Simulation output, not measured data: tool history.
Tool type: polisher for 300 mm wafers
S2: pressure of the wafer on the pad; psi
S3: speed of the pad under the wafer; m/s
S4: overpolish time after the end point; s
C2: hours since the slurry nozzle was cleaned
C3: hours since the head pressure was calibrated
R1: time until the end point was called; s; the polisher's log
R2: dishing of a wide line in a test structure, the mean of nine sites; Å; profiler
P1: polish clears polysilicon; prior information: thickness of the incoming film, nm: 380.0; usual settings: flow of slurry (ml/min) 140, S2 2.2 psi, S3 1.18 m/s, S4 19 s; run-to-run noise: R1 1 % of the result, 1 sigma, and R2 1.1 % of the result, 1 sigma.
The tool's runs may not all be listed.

Run 1, hour 12.5: flow of slurry (ml/min) 140, S2 2.2 psi, S3 1.18 m/s, S4 19 s; wafers polished on this pad 836; C2 92.3; C3 181.4. Result: R1 34.522 s, R2 492.51 Å.
Run 2, hour 19.3: flow of slurry (ml/min) 140, S2 2.2 psi, S3 1.18 m/s, S4 37 s; wafers polished on this pad 908; C2 99.1; C3 188.2. Result: R1 33.594 s, R2 496.16 Å.
Run 3, hour 33.8: flow of slurry (ml/min) 140, S2 1.0 psi, S3 1.18 m/s, S4 19 s; wafers polished on this pad 1062; C2 113.6; C3 202.7. Result: R1 72.781 s, R2 429.75 Å.
Run 4, hour 48.4: flow of slurry (ml/min) 215, S2 2.2 psi, S3 1.18 m/s, S4 19 s; wafers polished on this pad 1217; C2 128.2; C3 217.3. Result: R1 31.472 s, R2 490.47 Å.
Run 5, hour 57.7: flow of slurry (ml/min) 140, S2 2.2 psi, S3 1.18 m/s, S4 19 s; wafers polished on this pad 1316; C2 137.5; C3 226.6. Result: R1 33.258 s, R2 492.06 Å.
Run 6, hour 71.1: flow of slurry (ml/min) 140, S2 2.2 psi, S3 1.18 m/s, S4 7 s; wafers polished on this pad 1458; C2 150.9; C3 240.0. Result: R1 33.533 s, R2 406.02 Å.
Run 7, hour 82.5: flow of slurry (ml/min) 140, S2 2.2 psi, S3 1.18 m/s, S4 19 s; wafers polished on this pad 1579; C2 162.3; C3 251.4. Result: R1 32.769 s, R2 483.85 Å.
Run 8, hour 96.2: flow of slurry (ml/min) 140, S2 3.4 psi, S3 1.18 m/s, S4 19 s; wafers polished on this pad 1725; C2 176.0; C3 265.1. Result: R1 21.846 s, R2 495.32 Å.
Run 9, hour 109.1: flow of slurry (ml/min) 140, S2 2.2 psi, S3 1.18 m/s, S4 19 s; wafers polished on this pad 1861; C2 188.9; C3 278.0. Result: R1 32.577 s, R2 479.20 Å.
Run 10, hour 116.7: flow of slurry (ml/min) 85, S2 2.2 psi, S3 1.18 m/s, S4 19 s; wafers polished on this pad 1942; C2 196.5; C3 285.6. Result: R1 38.255 s, R2 485.51 Å.
Run 11, hour 127.3: flow of slurry (ml/min) 140, S2 2.2 psi, S3 0.72 m/s, S4 19 s; wafers polished on this pad 2055; C2 207.1; C3 296.2. Result: R1 54.129 s, R2 467.71 Å.
Run 12, hour 139.1: flow of slurry (ml/min) 140, S2 2.2 psi, S3 1.18 m/s, S4 19 s; wafers polished on this pad 2180; C2 218.9; C3 308.0. Result: R1 32.994 s, R2 489.35 Å.
Run 13, hour 151.3: flow of slurry (ml/min) 140, S2 2.2 psi, S3 1.64 m/s, S4 6 s; wafers polished on this pad 2309; C2 231.1; C3 320.2. Result: R1 23.832 s, R2 423.66 Å.
Run 14, hour 162.1: flow of slurry (ml/min) 140, S2 2.2 psi, S3 1.18 m/s, S4 19 s; wafers polished on this pad 2424; C2 241.9; C3 331.0. Result: R1 33.475 s, R2 491.63 Å.
Run 15, hour 171.6: flow of slurry (ml/min) 140, S2 2.2 psi, S3 1.88 m/s, S4 19 s; wafers polished on this pad 2525; C2 251.4; C3 340.5. Result: R1 20.887 s, R2 497.25 Å.
Run 16, hour 185.0: flow of slurry (ml/min) 140, S2 2.2 psi, S3 1.18 m/s, S4 19 s; wafers polished on this pad 2667; C2 264.8; C3 353.9. Result: R1 32.921 s, R2 490.66 Å.
Run 17, hour 191.4: flow of slurry (ml/min) 140, S2 2.2 psi, S3 1.18 m/s, S4 19 s; wafers polished on this pad 2735; C2 271.2; C3 360.3. Result: R1 35.005 s, R2 484.04 Å.
Run 18, hour 204.6: flow of slurry (ml/min) 140, S2 2.2 psi, S3 1.18 m/s, S4 19 s; wafers polished on this pad 2875; C2 284.4; C3 373.5. Result: R1 35.778 s, R2 490.74 Å.
Run 19, hour 214.3: flow of slurry (ml/min) 140, S2 2.2 psi, S3 1.18 m/s, S4 19 s; wafers polished on this pad 2978; C2 294.1; C3 383.2. Result: R1 36.084 s, R2 491.97 Å.
Run 20, hour 223.0: flow of slurry (ml/min) 140, S2 2.2 psi, S3 1.18 m/s, S4 19 s; wafers polished on this pad 3070; C2 302.8; C3 391.9. Result: R1 36.002 s, R2 482.70 Å.
At hour 224.5: head pressure recalibrated.
Run 21, hour 230.1: flow of slurry (ml/min) 140, S2 2.2 psi, S3 1.18 m/s, S4 19 s; wafers polished on this pad 3146; C2 309.9; C3 5.7. Result: R1 36.298 s, R2 497.00 Å.
Run 22, hour 239.3: flow of slurry (ml/min) 140, S2 2.2 psi, S3 1.18 m/s, S4 19 s; wafers polished on this pad 3243; C2 319.1; C3 14.9. Result: R1 36.183 s, R2 494.31 Å.

P1 has crept away from where it was. The log is fitted equally well by each of these 2 causes, at the sizes shown:
A: slurry flow missing at the pad, % = 31.5
B: removal rate lost through wear of the pad, % = 8.05
Onset of the creep was near hour 185.0.
Other possible causes, and why each is ruled out:
head's pressure below its setpoint, %: serviced at hour 224.5, after the drift had started, without restoring the earlier output

Consider the 4 check runs below, whose results appear as question marks and each of which averages 5 wafers. Which one distinguishes the causes, in that each cause would give it a clearly different result?
Run check 1, hour 248.5: flow of slurry (ml/min) 140, S2 1.3 psi, S3 1.72 m/s, S4 19 s. Result: R1 ?, R2 ?.
Run check 2, hour 248.5: flow of slurry (ml/min) 140, S2 2.2 psi, S3 0.92 m/s, S4 19 s. Result: R1 ?, R2 ?.
Run check 3, hour 248.5: flow of slurry (ml/min) 140, S2 2.2 psi, S3 1.62 m/s, S4 19 s. Result: R1 ?, R2 ?.
Run check 4, hour 248.5: flow of slurry (ml/min) 95, S2 2.2 psi, S3 1.18 m/s, S4 19 s. Result: R1 ?, R2 ?.

What every check run would give for each of its results, assuming each possible cause in turn:
  check  result    if A    if B
check 1      R1  42.283  42.280
check 1      R2  483.77  483.78
check 2      R1  46.711  46.709
check 2      R2  477.76  477.76
check 3      R1  26.527  26.526
check 3      R2  497.22  497.22
check 4      R1  41.074  39.706
check 4      R2  485.27  486.89
Smallest distance between any two causes, each pair judged by its most separating result, in per cent: check 1 0.01 %; check 2 0.01 %; check 3 0.01 %; check 4 3.39 %
Only check 4 tells the causes apart: in the others they would give nearly the same result.

Check 4 was carried out, with these results: R1 40.721 s; R2 489.27 Å. Which of the listed causes is responsible?

It was cause A: slurry flow missing at the pad, %.

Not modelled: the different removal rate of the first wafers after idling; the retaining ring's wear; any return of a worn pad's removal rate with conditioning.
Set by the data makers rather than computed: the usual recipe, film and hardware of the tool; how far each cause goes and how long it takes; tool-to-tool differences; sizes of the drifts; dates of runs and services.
